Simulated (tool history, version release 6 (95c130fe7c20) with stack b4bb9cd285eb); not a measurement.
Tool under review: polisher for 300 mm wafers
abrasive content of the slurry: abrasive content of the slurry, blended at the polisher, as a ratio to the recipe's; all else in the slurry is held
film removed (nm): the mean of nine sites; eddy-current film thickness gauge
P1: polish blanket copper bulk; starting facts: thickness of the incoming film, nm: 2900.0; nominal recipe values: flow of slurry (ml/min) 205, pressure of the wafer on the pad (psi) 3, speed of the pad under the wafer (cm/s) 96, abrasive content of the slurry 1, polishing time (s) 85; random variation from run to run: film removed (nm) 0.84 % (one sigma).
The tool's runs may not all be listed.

run     day  flow of slurry (ml/min)  pressure of the wafer on the pad (psi)  speed of the pad under the wafer (cm/s)  abrasive content of the slurry  polishing time (s)  wafers polished on this pad  hours since the slurry nozzle was cleaned  hours since the head pressure was calibrated  hours since the slurry blender was calibrated  film removed (nm)
  1   0.433                      205                                       3                                       96                               1                  85                          407                                      185.1                                         655.4                                          222.5             670.06
  2   0.904                      205                                       3                                       96                               1                  85                          514                                      196.4                                         666.7                                          233.8             679.96
  3   1.596                      205                                       3                                      128                               1                  85                          671                                        213                                         683.3                                          250.4             892.73
  4   1.996                      205                                     4.7                                       96                               1                  85                          762                                      222.6                                         692.9                                            260               1083
  5   2.412                      125                                       3                                       96                               1                  85                          857                                      232.6                                         702.9                                            270             635.63
  6   3.075                      205                                       3                                       96                               1                  85                         1008                                      248.5                                         718.8                                          285.9             680.52
  7   3.671                      205                                       3                                       50                               1                  85                         1144                                      262.8                                         733.1                                          300.2             354.28
  8   4.358                      275                                       3                                       96                               1                  85                         1300                                      279.3                                         749.6                                          316.7             702.22
  9   5.042                      205                                       3                                       96                               1                  85                         1456                                      295.7                                           766                                          333.1             687.12
 10   5.467                      205                                       3                                       96                            0.75                  85                         1553                                      305.9                                         776.2                                          343.3             644.46
 11   5.854                      205                                     1.8                                       96                               1                  85                         1641                                      315.2                                         785.5                                          352.6             406.97
 12   6.238                      205                                       3                                       96                               1                 134                         1728                                      324.4                                         794.7                                          361.8             1071.5
 13   6.558                      205                                       3                                       96                               1                  85                         1801                                      332.1                                         802.4                                          369.5             682.37
 14   7.054                      125                                       3                                       96                               1                 124                         1914                                        344                                         814.3                                          381.4             906.93
 15   7.458                      205                                       3                                       96                               1                  85                         2006                                      353.7                                           824                                          391.1             677.42
 16   8.017                      205                                       3                                       96                            1.45                  85                         2133                                      367.1                                         837.4                                          404.5             752.56
 17   8.658                      205                                       3                                       96                               1                  38                         2279                                      382.5                                         852.8                                          419.9             297.09
 18   9.392                      205                                       3                                       96                               1                  85                         2446                                      400.1                                         870.4                                          437.5             678.53
 19   10.05                      205                                       3                                       96                               1                  85                         2596                                      415.9                                         886.2                                          453.3             655.98
 20  10.488                      205                                       3                                       96                               1                  85                         2696                                      426.4                                         896.7                                          463.8             658.15
     10.862  -- head pressure recalibrated
 21  10.971                      205                                       3                                       96                               1                  85                         2806                                        438                                           2.6                                          475.4             641.89
     11.054  -- slurry blender recalibrated
 22  11.571                      205                                       3                                       96                               1                  85                         2942                                      452.4                                            17                                           12.4              636.3
 23  12.279                      205                                       3                                       96                               1                  85                         3103                                      469.4                                            34                                           29.4             628.52
 24  12.788                      205                                       3                                       96                               1                  85                         3219                                      481.6                                          46.2                                           41.6             638.12
 25  13.267                      205                                       3                                       96                               1                  85                         3328                                      493.1                                          57.7                                           53.1              624.3

What P1 gives has crept away from where it was. These 2 causes fit the log equally well, each at the size given:
A: slurry flow missing at the pad, % = 37.9
B: removal rate lost through wear of the pad, % = 7.43
The onset of the drift is placed at about day 9.392.
Other possible causes, and why each is ruled out:
head's pressure below its setpoint, %: maintenance at day 10.862, after the shift began, did not return the process to its former output
abrasive missing from the slurry, %: maintenance at day 11.054, after the shift began, did not return the process to its former output

Which of the 4 check runs listed below, each an average over 2 wafers with its results shown as question marks, gives clearly different results under the different listed causes?
check 1  13.746                      205                                       3                                       96                            1.25                  38                                                                                                                                                                                       ?
check 2  13.746                      125                                     3.7                                       96                               1                  85                                                                                                                                                                                       ?
check 3  13.746                      245                                       3                                       96                               1                 129                                                                                                                                                                                       ?
check 4  13.746                      205                                       3                                       96                             1.4                  85                                                                                                                                                                                       ?

Predicted outcomes, by check and by cause:
  check             result    if A    if B
check 1  film removed (nm)  295.24  295.28
check 2  film removed (nm)  685.09  715.67
check 3  film removed (nm)  986.88  975.42
check 4  film removed (nm)  677.17  677.27
Per-check spread between the two closest causes, in the result where they differ most: check 1 0.02 %; check 2 4.37 %; check 3 1.17 %; check 4 0.02 %
Check 2 distinguishes between the causes, while the remaining checks would return nearly the same result for all of them.

Check 2 has now been run. It gave: film removed (nm) 687.23. Which of the candidate causes is it?

It was cause A: slurry flow missing at the pad, %.

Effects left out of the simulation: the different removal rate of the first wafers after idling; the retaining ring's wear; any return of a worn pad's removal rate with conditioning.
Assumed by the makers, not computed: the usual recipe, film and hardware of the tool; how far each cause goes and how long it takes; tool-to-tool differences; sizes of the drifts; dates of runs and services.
